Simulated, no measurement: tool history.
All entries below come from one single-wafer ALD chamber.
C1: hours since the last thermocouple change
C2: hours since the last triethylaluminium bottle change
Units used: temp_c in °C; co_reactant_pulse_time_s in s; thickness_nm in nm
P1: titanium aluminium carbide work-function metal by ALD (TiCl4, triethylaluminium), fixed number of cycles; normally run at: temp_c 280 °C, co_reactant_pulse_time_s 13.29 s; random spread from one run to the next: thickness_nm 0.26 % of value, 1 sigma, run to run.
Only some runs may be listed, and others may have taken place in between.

run 1 hour=13.8 | temp_c=280 co_reactant_pulse_time_s=13.29 | C1=835.2 C2=777.5 | thickness_nm=1.8443
run 2 hour=30.6 | temp_c=280 co_reactant_pulse_time_s=13.29 | C1=852 C2=794.3 | thickness_nm=1.8334
run 3 hour=41.5 | temp_c=280 co_reactant_pulse_time_s=19.85 | C1=862.9 C2=805.2 | thickness_nm=1.8648
run 4 hour=53 | temp_c=280 co_reactant_pulse_time_s=7.53 | C1=874.4 C2=816.7 | thickness_nm=1.7194
run 5 hour=71.6 | temp_c=280 co_reactant_pulse_time_s=13.29 | C1=893 C2=835.3 | thickness_nm=1.8438
run 6 hour=89.7 | temp_c=304 co_reactant_pulse_time_s=13.29 | C1=911.1 C2=853.4 | thickness_nm=2.0378
run 7 hour=101.9 | temp_c=280 co_reactant_pulse_time_s=13.29 | C1=923.3 C2=865.6 | thickness_nm=1.8342
run 8 hour=112.8 | temp_c=280 co_reactant_pulse_time_s=13.29 | C1=934.2 C2=876.5 | thickness_nm=1.8372
run 9 hour=126.6 | temp_c=259 co_reactant_pulse_time_s=13.29 | C1=948 C2=890.3 | thickness_nm=1.6668
run 10 hour=137.6 | temp_c=302 co_reactant_pulse_time_s=9.39 | C1=959 C2=901.3 | thickness_nm=1.9661
run 11 hour=150.8 | temp_c=280 co_reactant_pulse_time_s=13.29 | C1=972.2 C2=914.5 | thickness_nm=1.8388
run 12 hour=168.8 | temp_c=280 co_reactant_pulse_time_s=13.29 | C1=990.2 C2=932.5 | thickness_nm=1.8392
run 13 hour=177.6 | temp_c=280 co_reactant_pulse_time_s=13.29 | C1=999 C2=941.3 | thickness_nm=1.8364
run 14 hour=186.1 | temp_c=280 co_reactant_pulse_time_s=13.29 | C1=1007.5 C2=949.8 | thickness_nm=1.8307
run 15 hour=194.6 | temp_c=280 co_reactant_pulse_time_s=13.29 | C1=1016 C2=958.3 | thickness_nm=1.819
run 16 hour=208 | temp_c=280 co_reactant_pulse_time_s=13.29 | C1=1029.4 C2=971.7 | thickness_nm=1.8173
run 17 hour=218.4 | temp_c=280 co_reactant_pulse_time_s=13.29 | C1=1039.8 C2=982.1 | thickness_nm=1.8139
run 18 hour=232.4 | temp_c=280 co_reactant_pulse_time_s=13.29 | C1=1053.8 C2=996.1 | thickness_nm=1.8135
run 19 hour=247.2 | temp_c=280 co_reactant_pulse_time_s=13.29 | C1=1068.6 C2=1010.9 | thickness_nm=1.8107
run 20 hour=263.4 | temp_c=280 co_reactant_pulse_time_s=13.29 | C1=1084.8 C2=1027.1 | thickness_nm=1.8117
run 21 hour=279.6 | temp_c=280 co_reactant_pulse_time_s=13.29 | C1=1101 C2=1043.3 | thickness_nm=1.8115
run 22 hour=289.6 | temp_c=280 co_reactant_pulse_time_s=13.29 | C1=1111 C2=1053.3 | thickness_nm=1.8066
run 23 hour=301.9 | temp_c=280 co_reactant_pulse_time_s=13.29 | C1=1123.3 C2=1065.6 | thickness_nm=1.8044
run 24 hour=321 | temp_c=280 co_reactant_pulse_time_s=13.29 | C1=1142.4 C2=1084.7 | thickness_nm=1.8057

P1 has crept away from where it was. The log is fitted equally well by each of these 2 causes, at the sizes shown:
A: wafer temperature below the value expected at the setpoint (K) = 3.56
B: triethylaluminium dose below that of a fresh bottle (%) = 20.9
The gradual shift began around hour 177.6.

Question marks stand in for the results of the 4 check runs listed below, each run on one wafer. Under which run would the listed causes show clearly different results?
run check 1 hour=340.1 | temp_c=261 co_reactant_pulse_time_s=13.29 | thickness_nm=?
run check 2 hour=340.1 | temp_c=269 co_reactant_pulse_time_s=13.29 | thickness_nm=?
run check 3 hour=340.1 | temp_c=299 co_reactant_pulse_time_s=8.27 | thickness_nm=?
run check 4 hour=340.1 | temp_c=291 co_reactant_pulse_time_s=13.29 | thickness_nm=?

What each check would give under each cause:
check=check_1 result=thickness_nm if_A=1.6469 if_B=1.6488
check=check_2 result=thickness_nm if_A=1.714 if_B=1.7151
check=check_3 result=thickness_nm if_A=1.8766 if_B=1.8109
check=check_4 result=thickness_nm if_A=1.9018 if_B=1.9006
Minimum pairwise separation of causes per check, each pair taken at its best-separating result: check 1 0.12 %; check 2 0.07 %; check 3 3.56 %; check 4 0.07 %
The causes can be told apart only by check 3. The other checks would give nearly the same results under each of them.

Here is what check 3 returned: thickness_nm 1.8769 nm. Which cause is it?

It was cause A: wafer temperature below the value expected at the setpoint (K).
